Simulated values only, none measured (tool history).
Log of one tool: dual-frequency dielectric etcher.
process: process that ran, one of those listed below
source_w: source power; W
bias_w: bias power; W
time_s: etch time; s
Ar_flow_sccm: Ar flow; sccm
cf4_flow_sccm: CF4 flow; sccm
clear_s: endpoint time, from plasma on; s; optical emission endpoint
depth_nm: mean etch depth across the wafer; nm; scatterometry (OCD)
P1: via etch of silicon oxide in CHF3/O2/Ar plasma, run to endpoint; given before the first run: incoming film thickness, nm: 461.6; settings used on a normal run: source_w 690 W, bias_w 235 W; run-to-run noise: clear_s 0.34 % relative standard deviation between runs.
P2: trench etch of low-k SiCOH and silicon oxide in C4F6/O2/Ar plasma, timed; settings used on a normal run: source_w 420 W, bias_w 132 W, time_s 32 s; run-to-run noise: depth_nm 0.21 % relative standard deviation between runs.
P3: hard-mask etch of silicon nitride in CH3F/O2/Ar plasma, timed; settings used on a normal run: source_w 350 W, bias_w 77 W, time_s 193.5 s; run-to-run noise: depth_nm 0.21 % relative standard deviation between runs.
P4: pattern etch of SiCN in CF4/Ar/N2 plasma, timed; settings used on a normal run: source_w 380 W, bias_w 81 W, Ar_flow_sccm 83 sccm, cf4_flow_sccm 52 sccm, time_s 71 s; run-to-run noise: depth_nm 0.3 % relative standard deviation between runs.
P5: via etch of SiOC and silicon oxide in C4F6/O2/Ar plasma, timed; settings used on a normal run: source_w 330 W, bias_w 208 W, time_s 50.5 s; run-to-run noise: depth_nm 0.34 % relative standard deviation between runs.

run	hour	process	source_w	bias_w	time_s	Ar_flow_sccm	cf4_flow_sccm	hours since the last wet clean	hours since the last source power generator calibration	hours since the last bias power generator calibration	clear_s	depth_nm
1	5.9	P1	690	235				332.9	1632.3	2235.1	211.87	
2	14.2	P1	690	235				341.2	1640.6	2243.4	211.59	
3	22	P1	940	235				349	1648.4	2251.2	188.72	
4	31.1	P1	690	235				358.1	1657.5	2260.3	210.41	
5	36.3	P5	330	208	50.5			363.3	1662.7	2265.5		55.777
6	42.4	P5	330	122	50.5			369.4	1668.8	2271.6		47.06
7	50.2	P1	690	301				377.2	1676.6	2279.4	193.47	
8	54.3	P2	580	132	32			381.3	1680.7	2283.5		108.05
9	61.1	P4	380	48	71	83	52	388.1	1687.5	2290.3		45.071
10	65.3	P4	380	81	88.5	83	52	392.3	1691.7	2294.5		67.262
11	73.1	P5	410	208	50.5			400.1	1699.5	2302.3		60.741
12	80.8	P3	350	77	193.5			407.8	1707.2	2310		133.52
13	89	P4	380	81	71	62	52	416	1715.4	2318.2		55.826
14	98.1	P3	350	77	106.5			425.1	1724.5	2327.3		73.259
15	102.4	P1	690	235				429.4	1728.8	2331.6	211.85	
16	111.6	P1	690	235				438.6	1738	2340.8	211	
17	117.8	P4	270	81	71	83	52	444.8	1744.2	2347		39.849
18	126.8	P4	380	81	71	83	74	453.8	1753.2	2356		56.434
19	135	P2	420	132	42			462	1761.4	2364.2		124.31
20	139	P1	690	235				466	1765.4	2368.2	210.85	
21	143	P3	220	77	193.5			470	1769.4	2372.2		112.11
22	148.4	P1	420	235				475.4	1774.8	2377.6	254.32	
23	153.6	P1	690	164				480.6	1780	2382.8	239.32	
24	159.4	P2	420	95	32			486.4	1785.8	2388.6		86.43
25	164.2	P2	420	132	32			491.2	1790.6	2393.4		94.976
26	168.4	P1	500	312				495.4	1794.8	2397.6	215.47	
27	174.5	P5	330	208	28			501.5	1800.9	2403.7		30.696
28	183	P4	380	81	71	83	52	510	1809.4	2412.2		53.675
29	188.7	P3	350	97	193.5			515.7	1815.1	2417.9		144.65
30	193.9	P1	690	235				520.9	1820.3	2423.1	212.56	
31	198.5	P1	690	235				525.5	1824.9	2427.7	212.56	
32	204.6	P1	690	235				531.6	1831	2433.8	214.23	
33	211.7	P1	690	235				538.7	1838.1	2440.9	214.96	
34	218.8	P1	690	235				545.8	1845.2	2448	214.96	
# hour 224.4: wet clean of the chamber
35	225	P1	690	235				0.6	1851.4	2454.2	214.11	
36	229.5	P1	690	235				5.1	1855.9	2458.7	214.65	
37	235.7	P1	690	235				11.3	1862.1	2464.9	215.12	
38	244.8	P1	690	235				20.4	1871.2	2474	216.55	

The log shows P1 creeping away from where it was. Any of the 2 causes listed here, at the size stated for it, fits the log just as well as the others:
A: bias power that arrives under what is set, % = 4.95
B: source power that arrives under what is set, % = 4.58
The gradual shift began around hour 193.9.
Each remaining cause and why it is not a fit:
chamber walls in a state that lowers the etch rate, %: its service at hour 224.4 followed the start of the drift and did not put the process back to its old value

Below are 4 check runs, each on a single wafer, with their results shown as question marks. Which of them would tell the listed causes apart, meaning the causes would give clearly different results under it?
check 1	253.9	P4	380	81	71	83	52					?
check 2	253.9	P3	350	77	193.5							?
check 3	253.9	P2	420	132	32							?
check 4	253.9	P5	330	208	50.5							?

What each check would give under each cause:
check	result	if A	if B
check 1	depth_nm	52.758	51.586
check 2	depth_nm	130.81	130.83
check 3	depth_nm	93.562	93.2
check 4	depth_nm	54.762	54.71
Per check, the gap between the least separated pair of causes, taken in the result that splits them most: check 1 2.25 %; check 2 0.01 %; check 3 0.39 %; check 4 0.1 %
Check 1 is the one run that separates the causes; every other check would come out nearly the same whichever cause is at work.

Check 1 was then run and gave: depth_nm 51.634 nm. Which cause is it?

It was cause B: source power that arrives under what is set, %.

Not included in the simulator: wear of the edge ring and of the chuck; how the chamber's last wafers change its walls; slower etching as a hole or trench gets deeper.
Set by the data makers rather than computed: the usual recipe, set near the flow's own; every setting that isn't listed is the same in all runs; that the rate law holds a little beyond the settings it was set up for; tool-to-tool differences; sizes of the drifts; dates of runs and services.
